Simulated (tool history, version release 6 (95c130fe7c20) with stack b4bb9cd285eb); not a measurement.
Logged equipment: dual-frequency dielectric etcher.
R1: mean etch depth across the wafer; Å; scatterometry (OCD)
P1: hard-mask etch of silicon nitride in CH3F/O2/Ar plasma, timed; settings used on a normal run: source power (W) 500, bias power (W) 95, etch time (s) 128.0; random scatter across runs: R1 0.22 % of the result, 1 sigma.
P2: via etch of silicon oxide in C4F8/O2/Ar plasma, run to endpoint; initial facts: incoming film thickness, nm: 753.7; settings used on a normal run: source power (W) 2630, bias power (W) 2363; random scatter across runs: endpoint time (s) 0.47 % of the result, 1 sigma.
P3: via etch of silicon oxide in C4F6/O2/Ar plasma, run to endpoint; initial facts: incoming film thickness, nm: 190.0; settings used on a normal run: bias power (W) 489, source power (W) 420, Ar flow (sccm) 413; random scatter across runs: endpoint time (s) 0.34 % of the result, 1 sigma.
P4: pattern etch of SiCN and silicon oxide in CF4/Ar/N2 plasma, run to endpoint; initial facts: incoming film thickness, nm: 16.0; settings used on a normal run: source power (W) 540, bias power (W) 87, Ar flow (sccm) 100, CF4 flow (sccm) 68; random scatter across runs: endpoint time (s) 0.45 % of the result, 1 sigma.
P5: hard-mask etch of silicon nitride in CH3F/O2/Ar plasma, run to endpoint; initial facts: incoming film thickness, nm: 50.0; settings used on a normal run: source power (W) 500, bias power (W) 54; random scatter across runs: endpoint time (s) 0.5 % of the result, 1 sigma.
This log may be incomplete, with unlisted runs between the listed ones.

run 1 hour=4.4 | process_that_ran=P1 source_power_(W)=500 bias_power_(W)=95 etch_time_(s)=128.0 | R1=1068.90
run 2 hour=10.9 | process_that_ran=P1 source_power_(W)=500 bias_power_(W)=95 etch_time_(s)=70.5 | R1=592.72
run 3 hour=15.2 | process_that_ran=P1 source_power_(W)=500 bias_power_(W)=95 etch_time_(s)=128.0 | R1=1072.40
run 4 hour=19.5 | process_that_ran=P2 source_power_(W)=3650 bias_power_(W)=2363 | endpoint_time_(s)=111.710
run 5 hour=26.3 | process_that_ran=P4 source_power_(W)=540 bias_power_(W)=87 Ar_flow_(sccm)=75 CF4_flow_(sccm)=68 | endpoint_time_(s)=14.648
run 6 hour=32.8 | process_that_ran=P2 source_power_(W)=2630 bias_power_(W)=2363 | endpoint_time_(s)=126.780
run 7 hour=39.9 | process_that_ran=P1 source_power_(W)=500 bias_power_(W)=95 etch_time_(s)=128.0 | R1=1068.60
run 8 hour=43.2 | process_that_ran=P3 source_power_(W)=280 bias_power_(W)=489 Ar_flow_(sccm)=413 | endpoint_time_(s)=49.459
run 9 hour=49.5 | process_that_ran=P1 source_power_(W)=330 bias_power_(W)=95 etch_time_(s)=128.0 | R1=916.10
run 10 hour=53.6 | process_that_ran=P5 source_power_(W)=600 bias_power_(W)=54 | endpoint_time_(s)=67.954
run 11 hour=59.0 | process_that_ran=P4 source_power_(W)=540 bias_power_(W)=59 Ar_flow_(sccm)=100 CF4_flow_(sccm)=68 | endpoint_time_(s)=17.522
run 12 hour=65.3 | process_that_ran=P1 source_power_(W)=630 bias_power_(W)=95 etch_time_(s)=128.0 | R1=1173.90
-- hour=65.5 source power generator calibrated
run 13 hour=71.7 | process_that_ran=P3 source_power_(W)=420 bias_power_(W)=489 Ar_flow_(sccm)=413 | endpoint_time_(s)=43.016
run 14 hour=74.9 | process_that_ran=P1 source_power_(W)=500 bias_power_(W)=65 etch_time_(s)=128.0 | R1=944.14
run 15 hour=80.9 | process_that_ran=P1 source_power_(W)=500 bias_power_(W)=95 etch_time_(s)=128.0 | R1=1073.10
run 16 hour=83.9 | process_that_ran=P3 source_power_(W)=420 bias_power_(W)=489 Ar_flow_(sccm)=331 | endpoint_time_(s)=41.547
-- hour=87.8 wet clean of the chamber
run 17 hour=89.9 | process_that_ran=P1 source_power_(W)=500 bias_power_(W)=122 etch_time_(s)=128.0 | R1=1177.70
run 18 hour=96.6 | process_that_ran=P4 source_power_(W)=540 bias_power_(W)=87 Ar_flow_(sccm)=100 CF4_flow_(sccm)=68 | endpoint_time_(s)=15.471
run 19 hour=102.3 | process_that_ran=P3 source_power_(W)=420 bias_power_(W)=291 Ar_flow_(sccm)=413 | endpoint_time_(s)=51.583
run 20 hour=108.7 | process_that_ran=P4 source_power_(W)=650 bias_power_(W)=87 Ar_flow_(sccm)=100 CF4_flow_(sccm)=68 | endpoint_time_(s)=13.076
run 21 hour=112.2 | process_that_ran=P4 source_power_(W)=540 bias_power_(W)=87 Ar_flow_(sccm)=100 CF4_flow_(sccm)=68 | endpoint_time_(s)=15.380
run 22 hour=118.9 | process_that_ran=P4 source_power_(W)=540 bias_power_(W)=87 Ar_flow_(sccm)=100 CF4_flow_(sccm)=41 | endpoint_time_(s)=16.668
run 23 hour=123.2 | process_that_ran=P5 source_power_(W)=500 bias_power_(W)=54 | endpoint_time_(s)=73.560
run 24 hour=130.0 | process_that_ran=P5 source_power_(W)=500 bias_power_(W)=67 | endpoint_time_(s)=67.888
run 25 hour=135.0 | process_that_ran=P1 source_power_(W)=500 bias_power_(W)=95 etch_time_(s)=165.0 | R1=1384.30
run 26 hour=138.4 | process_that_ran=P1 source_power_(W)=660 bias_power_(W)=79 etch_time_(s)=128.0 | R1=1116.10
run 27 hour=142.1 | process_that_ran=P2 source_power_(W)=2630 bias_power_(W)=3344 | endpoint_time_(s)=113.740
run 28 hour=148.4 | process_that_ran=P1 source_power_(W)=500 bias_power_(W)=95 etch_time_(s)=128.0 | R1=1072.50
run 29 hour=152.4 | process_that_ran=P1 source_power_(W)=500 bias_power_(W)=95 etch_time_(s)=128.0 | R1=1069.10
run 30 hour=158.0 | process_that_ran=P1 source_power_(W)=500 bias_power_(W)=95 etch_time_(s)=128.0 | R1=1075.80
run 31 hour=162.7 | process_that_ran=P1 source_power_(W)=500 bias_power_(W)=95 etch_time_(s)=128.0 | R1=1076.40
run 32 hour=166.7 | process_that_ran=P1 source_power_(W)=500 bias_power_(W)=95 etch_time_(s)=128.0 | R1=1081.40
run 33 hour=172.1 | process_that_ran=P1 source_power_(W)=500 bias_power_(W)=95 etch_time_(s)=128.0 | R1=1082.50
-- hour=173.0 wet clean of the chamber
run 34 hour=177.3 | process_that_ran=P1 source_power_(W)=500 bias_power_(W)=95 etch_time_(s)=128.0 | R1=1086.50
run 35 hour=184.2 | process_that_ran=P1 source_power_(W)=500 bias_power_(W)=95 etch_time_(s)=128.0 | R1=1085.20
run 36 hour=189.2 | process_that_ran=P1 source_power_(W)=500 bias_power_(W)=95 etch_time_(s)=128.0 | R1=1086.10
run 37 hour=195.0 | process_that_ran=P1 source_power_(W)=500 bias_power_(W)=95 etch_time_(s)=128.0 | R1=1087.40
run 38 hour=198.3 | process_that_ran=P1 source_power_(W)=500 bias_power_(W)=95 etch_time_(s)=128.0 | R1=1083.80
run 39 hour=203.3 | process_that_ran=P1 source_power_(W)=500 bias_power_(W)=95 etch_time_(s)=128.0 | R1=1089.40
run 40 hour=207.5 | process_that_ran=P1 source_power_(W)=500 bias_power_(W)=95 etch_time_(s)=128.0 | R1=1091.30

Compared with where it was, what P1 gives has crept away. Each cause listed below fits the log as well as the rest, at the size given for it:
A: source power that arrives over what is set, % = 3.66
B: bias power that arrives over what is set, % = 3.82
The creep began at about hour 152.4.
All other causes, with the reason each is excluded:
chamber walls in a state that raises the etch rate, %: was serviced at hour 173.0, once the creep was under way, yet the earlier output never came back

You are offered 4 check runs, listed below with question marks in place of their results; each one averages 3 wafers. Which run separates the listed causes by giving clearly different results for each?
run check 1 hour=211.7 | process_that_ran=P3 source_power_(W)=330 bias_power_(W)=308 Ar_flow_(sccm)=413 | endpoint_time_(s)=?
run check 2 hour=211.7 | process_that_ran=P5 source_power_(W)=500 bias_power_(W)=62 | endpoint_time_(s)=?
run check 3 hour=211.7 | process_that_ran=P2 source_power_(W)=2630 bias_power_(W)=3304 | endpoint_time_(s)=?
run check 4 hour=211.7 | process_that_ran=P4 source_power_(W)=540 bias_power_(W)=65 Ar_flow_(sccm)=76 CF4_flow_(sccm)=68 | endpoint_time_(s)=?

Predicted outcomes, by check and by cause:
check=check_1 result=endpoint_time_(s) if_A=54.610 if_B=54.629
check=check_2 result=endpoint_time_(s) if_A=69.007 if_B=69.120
check=check_3 result=endpoint_time_(s) if_A=112.840 if_B=113.100
check=check_4 result=endpoint_time_(s) if_A=15.748 if_B=16.070
Smallest distance between any two causes, each pair judged by its most separating result, in per cent: check 1 0.04 %; check 2 0.16 %; check 3 0.23 %; check 4 2.02 %
Only in check 4 would the causes give clearly different results; in the remaining checks their results would be nearly the same.

Here is what check 4 returned: endpoint time (s) 15.780. Which cause is it?

The correct cause is A, namely: source power that arrives over what is set, %.
